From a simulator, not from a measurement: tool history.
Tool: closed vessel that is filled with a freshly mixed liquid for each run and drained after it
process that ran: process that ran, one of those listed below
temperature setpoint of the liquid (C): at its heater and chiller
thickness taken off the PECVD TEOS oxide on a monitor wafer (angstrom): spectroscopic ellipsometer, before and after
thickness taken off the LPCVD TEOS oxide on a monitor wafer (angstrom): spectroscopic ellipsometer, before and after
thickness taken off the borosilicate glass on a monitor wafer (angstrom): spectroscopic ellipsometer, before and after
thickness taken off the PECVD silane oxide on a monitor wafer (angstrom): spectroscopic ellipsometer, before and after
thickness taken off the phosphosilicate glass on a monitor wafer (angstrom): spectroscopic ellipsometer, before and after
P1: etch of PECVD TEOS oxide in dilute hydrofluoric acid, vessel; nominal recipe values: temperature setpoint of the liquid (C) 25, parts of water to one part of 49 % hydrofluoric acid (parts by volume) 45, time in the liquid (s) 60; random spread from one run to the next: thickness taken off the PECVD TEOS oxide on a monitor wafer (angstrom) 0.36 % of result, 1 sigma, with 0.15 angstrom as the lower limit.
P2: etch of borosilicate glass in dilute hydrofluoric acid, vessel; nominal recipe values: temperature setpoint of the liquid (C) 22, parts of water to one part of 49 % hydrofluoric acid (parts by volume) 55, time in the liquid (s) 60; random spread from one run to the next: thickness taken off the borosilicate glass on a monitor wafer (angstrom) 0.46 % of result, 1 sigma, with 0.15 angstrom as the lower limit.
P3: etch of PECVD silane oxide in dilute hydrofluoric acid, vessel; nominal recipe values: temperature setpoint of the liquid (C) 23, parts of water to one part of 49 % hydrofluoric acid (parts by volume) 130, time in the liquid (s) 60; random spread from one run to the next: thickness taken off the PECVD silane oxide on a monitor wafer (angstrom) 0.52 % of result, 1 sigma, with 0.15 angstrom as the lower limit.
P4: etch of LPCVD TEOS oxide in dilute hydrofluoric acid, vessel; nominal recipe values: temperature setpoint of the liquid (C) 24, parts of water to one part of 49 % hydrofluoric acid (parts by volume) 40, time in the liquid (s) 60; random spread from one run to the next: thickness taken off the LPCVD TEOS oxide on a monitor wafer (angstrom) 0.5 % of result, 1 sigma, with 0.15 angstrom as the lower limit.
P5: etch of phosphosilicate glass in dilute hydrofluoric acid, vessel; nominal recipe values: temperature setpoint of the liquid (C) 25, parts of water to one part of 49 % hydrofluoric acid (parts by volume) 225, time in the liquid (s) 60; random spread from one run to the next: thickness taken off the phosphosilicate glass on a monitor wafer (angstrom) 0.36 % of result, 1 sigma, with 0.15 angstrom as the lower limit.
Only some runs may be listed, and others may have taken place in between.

run,hour,process that ran,temperature setpoint of the liquid (C),parts of water to one part of 49 % hydrofluoric acid (parts by volume),time in the liquid (s),hours since the thermometer was replaced,hours since the hydrofluoric acid flow meter was replaced,thickness taken off the PECVD TEOS oxide on a monitor wafer (angstrom),thickness taken off the LPCVD TEOS oxide on a monitor wafer (angstrom),thickness taken off the borosilicate glass on a monitor wafer (angstrom),thickness taken off the PECVD silane oxide on a monitor wafer (angstrom),thickness taken off the phosphosilicate glass on a monitor wafer (angstrom)
1,5.6,P1,25,45,60,1049.2,1116.5,154.44,,,,
2,9.6,P4,24,40,30,1053.2,1120.5,,324.48,,,
3,15.8,P2,22,55,60,1059.4,1126.7,,,337.18,,
4,22,P2,17,55,60,1065.6,1132.9,,,272.38,,
5,29.6,P1,25,45,60,1073.2,1140.5,153.52,,,,
6,35.4,P1,25,45,60,1079,1146.3,153.58,,,,
7,42.3,P2,22,55,60,1085.9,1153.2,,,338.98,,
8,50.4,P1,31,65,60,1094,1161.3,131.35,,,,
9,56,P3,30.5,130,60,1099.6,1166.9,,,,252.43,
10,64,P1,25,70,60,1107.6,1174.9,95.88,,,,
11,72.7,P1,25,45,60,1116.3,1183.6,153.93,,,,
12,80.9,P2,22,20,60,1124.5,1191.8,,,962.05,,
13,85.5,P3,23,25,60,1129.1,1196.4,,,,1136.1,
14,92.1,P2,22,55,30,1135.7,1203,,,169.01,,
15,99,P5,32.5,225,60,1142.6,1209.9,,,,,642.6
16,106.3,P5,25,225,110,1149.9,1217.2,,,,,909.11
17,114.7,P3,23,130,60,1158.3,1225.6,,,,194.04,
18,121.1,P4,24,40,60,1164.7,1232,,648.82,,,
19,129.4,P4,24,20,60,1173,1240.3,,1318.8,,,
20,134.4,P1,19.5,25,60,1178,1245.3,225.24,,,,
21,140,P1,25,45,30,1183.6,1250.9,76.674,,,,
22,147.8,P3,23,130,60,1191.4,1258.7,,,,191.22,
23,155.6,P4,29.5,40,60,1199.2,1266.5,,802.55,,,
24,162.9,P4,24,40,60,1206.5,1273.8,,643.33,,,
25,169.1,P1,25,45,95,1212.7,1280,242.53,,,,
26,174.8,P5,25,80,60,1218.4,1285.7,,,,,1652.4
27,182,P3,23,130,110,1225.6,1292.9,,,,351.29,
28,187.5,P5,25,225,60,1231.1,1298.4,,,,,493.72
29,191.3,P1,25,20,60,1234.9,1302.2,357.86,,,,
30,196.3,P5,25,225,60,1239.9,1307.2,,,,,498.04
31,200.5,P1,32.5,45,60,1244.1,1311.4,207.29,,,,
32,204.9,P1,25,45,60,1248.5,1315.8,153.54,,,,
33,211.3,P1,20.5,45,60,1254.9,1322.2,128.2,,,,

Run 34, settings as shown, results not yet in. Your forecast:
34,216.4,P1,25,45,60,1260,1327.3,?,,,,

{"run 34": {"thickness taken off the PECVD TEOS oxide on a monitor wafer (angstrom)": 154.76}}
